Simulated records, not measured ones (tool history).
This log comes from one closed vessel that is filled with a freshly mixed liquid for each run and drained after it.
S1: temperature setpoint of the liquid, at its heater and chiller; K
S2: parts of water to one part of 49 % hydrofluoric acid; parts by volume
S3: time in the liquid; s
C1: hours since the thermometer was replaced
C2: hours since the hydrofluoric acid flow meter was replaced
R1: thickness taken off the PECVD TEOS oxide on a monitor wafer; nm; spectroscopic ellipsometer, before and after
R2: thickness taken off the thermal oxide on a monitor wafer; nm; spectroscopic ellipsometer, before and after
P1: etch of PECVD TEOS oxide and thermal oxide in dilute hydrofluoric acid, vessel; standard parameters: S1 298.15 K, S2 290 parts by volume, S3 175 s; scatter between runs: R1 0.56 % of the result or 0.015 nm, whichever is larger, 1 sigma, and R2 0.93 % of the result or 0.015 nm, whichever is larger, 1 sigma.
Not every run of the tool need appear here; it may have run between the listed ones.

run	hour	S1	S2	S3	C1	C2	R1	R2
1	10.2	298.15	290	175	390.8	286.6	5.5108	2.4368
2	18.1	301.65	70	175	398.7	294.5	33.908	14.761
3	29.5	298.15	290	285	410.1	305.9	9.0058	3.9095
4	44.9	298.15	290	175	425.5	321.3	5.5363	2.5017
5	57.1	298.15	290	30	437.7	333.5	0.93546	0.41729
6	69.4	298.15	290	175	450	345.8	5.5629	2.4308
7	76.5	290.15	290	175	457.1	352.9	4.2009	1.8435
8	86.6	298.15	290	175	467.2	363	5.5376	2.45
9	97.8	304.15	110	175	478.4	374.2	22.53	9.8433
# hour 98.1: thermometer replaced
10	112.6	305.15	290	175	14.5	389	6.9088	3.0943
11	127	298.15	60	175	28.9	403.4	35.224	15.515
12	136.8	298.15	525	175	38.7	413.2	2.4592	1.0877

For run 13, what comes out?
13	146.8	298.15	290	175	48.7	423.2	?	?

For run 13 the tool returned R1 5.6065 nm, R2 2.4399 nm.
